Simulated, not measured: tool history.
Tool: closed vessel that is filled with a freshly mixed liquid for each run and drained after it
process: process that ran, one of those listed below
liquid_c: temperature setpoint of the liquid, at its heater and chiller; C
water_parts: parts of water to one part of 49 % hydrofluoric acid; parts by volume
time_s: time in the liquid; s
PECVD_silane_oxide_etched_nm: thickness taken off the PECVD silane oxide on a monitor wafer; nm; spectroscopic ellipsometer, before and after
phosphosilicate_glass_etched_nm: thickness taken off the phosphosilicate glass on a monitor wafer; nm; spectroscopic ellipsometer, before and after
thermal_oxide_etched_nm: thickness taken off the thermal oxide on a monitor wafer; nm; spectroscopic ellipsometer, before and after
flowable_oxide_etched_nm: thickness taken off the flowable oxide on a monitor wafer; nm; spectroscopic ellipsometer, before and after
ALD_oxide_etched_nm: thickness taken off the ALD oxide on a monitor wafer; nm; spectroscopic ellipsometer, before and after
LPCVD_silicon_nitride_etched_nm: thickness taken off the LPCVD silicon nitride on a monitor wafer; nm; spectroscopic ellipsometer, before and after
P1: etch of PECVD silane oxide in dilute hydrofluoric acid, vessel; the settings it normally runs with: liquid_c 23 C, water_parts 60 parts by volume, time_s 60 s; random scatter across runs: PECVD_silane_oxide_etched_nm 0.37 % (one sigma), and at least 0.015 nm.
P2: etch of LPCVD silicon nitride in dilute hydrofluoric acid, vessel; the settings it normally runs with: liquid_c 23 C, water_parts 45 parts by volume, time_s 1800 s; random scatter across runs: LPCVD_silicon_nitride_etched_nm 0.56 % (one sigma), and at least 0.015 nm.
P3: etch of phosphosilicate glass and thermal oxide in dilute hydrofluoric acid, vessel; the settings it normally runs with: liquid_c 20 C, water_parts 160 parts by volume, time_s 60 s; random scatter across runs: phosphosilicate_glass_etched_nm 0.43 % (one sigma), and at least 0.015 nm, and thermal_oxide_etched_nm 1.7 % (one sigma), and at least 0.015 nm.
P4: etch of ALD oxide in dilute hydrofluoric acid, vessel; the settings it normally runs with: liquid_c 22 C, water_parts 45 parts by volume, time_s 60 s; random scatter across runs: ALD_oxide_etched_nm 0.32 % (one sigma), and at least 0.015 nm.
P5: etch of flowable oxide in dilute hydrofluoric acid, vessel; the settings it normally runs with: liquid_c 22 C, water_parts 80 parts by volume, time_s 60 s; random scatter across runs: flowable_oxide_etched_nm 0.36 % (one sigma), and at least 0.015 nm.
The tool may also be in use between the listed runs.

run,day,process,liquid_c,water_parts,time_s,PECVD_silane_oxide_etched_nm,phosphosilicate_glass_etched_nm,thermal_oxide_etched_nm,flowable_oxide_etched_nm,ALD_oxide_etched_nm,LPCVD_silicon_nitride_etched_nm
1,0.221,P1,23,60,60,28.729,,,,,
2,0.429,P3,20,160,60,,30.708,1.4698,,,
3,0.596,P5,22,80,60,,,,42.077,,
4,0.825,P5,22,80,90,,,,62.887,,
# day 0.983: hydrofluoric acid flow meter replaced
5,0.983,P4,22,65,60,,,,,25.507,
6,1.242,P2,23,25,1800,,,,,,27.567
7,1.367,P3,17,160,60,,27.205,1.2487,,,
8,1.608,P5,22,30,60,,,,119.42,,
9,1.85,P1,23,60,30,14.442,,,,,
10,2.05,P1,23,60,60,28.826,,,,,
11,2.175,P1,23,60,60,28.866,,,,,
12,2.367,P5,22,80,60,,,,41.96,,
13,2.512,P5,28,80,60,,,,53.429,,
14,2.692,P3,20,275,60,,16.04,0.70601,,,
15,2.867,P2,23,45,1800,,,,,,15.467
16,3.104,P1,23,60,110,52.705,,,,,
17,3.238,P1,23,105,60,15.495,,,,,
18,3.512,P1,23,60,60,28.725,,,,,
19,3.658,P1,23,25,60,72.59,,,,,
20,3.912,P1,23,60,60,28.819,,,,,
21,4.075,P2,17,45,1800,,,,,,10.329
22,4.204,P4,22,45,60,,,,,37.808,
23,4.367,P3,20,160,30,,15.322,0.7089,,,
24,4.554,P1,31.5,60,60,40.528,,,,,
25,4.7,P3,20,160,60,,30.839,1.4369,,,
26,4.867,P2,23,45,1800,,,,,,15.694
27,5.029,P2,23,45,3355,,,,,,29.259
28,5.275,P4,22,45,60,,,,,37.942,
29,5.546,P1,23,100,30,8.2489,,,,,
30,5.754,P1,17.5,60,60,22.768,,,,,
31,5.983,P1,23,60,60,28.842,,,,,
32,6.167,P4,22,45,30,,,,,18.893,
33,6.388,P4,17,45,60,,,,,30.714,
34,6.625,P1,23,60,60,28.721,,,,,
35,6.767,P1,23,60,60,28.308,,,,,
36,6.971,P1,23,60,60,27.661,,,,,
37,7.238,P1,23,60,60,27.193,,,,,
38,7.442,P1,23,60,60,26.769,,,,,
39,7.646,P1,23,60,60,26.618,,,,,
40,7.854,P1,23,60,60,26.6,,,,,
41,8.138,P1,23,60,60,26.611,,,,,
42,8.317,P1,23,60,60,26.626,,,,,
43,8.533,P1,23,60,60,26.574,,,,,
44,8.742,P1,23,60,60,26.35,,,,,
45,8.875,P1,23,60,60,26.438,,,,,

The output of P1 has drifted from where it used to be. Each of the 2 causes below, taken at the size shown beside it, accounts for the log equally well:
A: hydrofluoric acid flow below the setpoint (%) = 7.91
B: liquid colder than its thermometer reads (K) = 2.15
Onset of the creep was near day 6.625.

Which of the 4 check runs listed below separates the causes, so that each cause would produce a clearly different result? Each run uses one wafer, and its results are marked with question marks.
check 1,9.008,P3,20,160,60,,?,?,,,
check 2,9.008,P4,22,45,60,,,,,?,
check 3,9.008,P5,22,80,60,,,,?,,
check 4,9.008,P2,23,45,1800,,,,,,?

Check results expected under each cause:
check,result,if A,if B
check 1,phosphosilicate_glass_etched_nm,28.085,28.38
check 1,thermal_oxide_etched_nm,1.2932,1.3068
check 2,ALD_oxide_etched_nm,34.684,34.559
check 3,flowable_oxide_etched_nm,38.331,38.403
check 4,LPCVD_silicon_nitride_etched_nm,14.515,13.573
How far apart the two closest causes lie, in the result that separates them most: check 1 1.04 %; check 2 0.36 %; check 3 0.19 %; check 4 6.71 %
The other checks would show nearly matching results whichever cause is true, so check 4 is the only one that separates the causes.

Check 4 was carried out, with these results: LPCVD_silicon_nitride_etched_nm 14.345 nm. Which of the listed causes is responsible?

The cause is A: hydrofluoric acid flow below the setpoint (%).

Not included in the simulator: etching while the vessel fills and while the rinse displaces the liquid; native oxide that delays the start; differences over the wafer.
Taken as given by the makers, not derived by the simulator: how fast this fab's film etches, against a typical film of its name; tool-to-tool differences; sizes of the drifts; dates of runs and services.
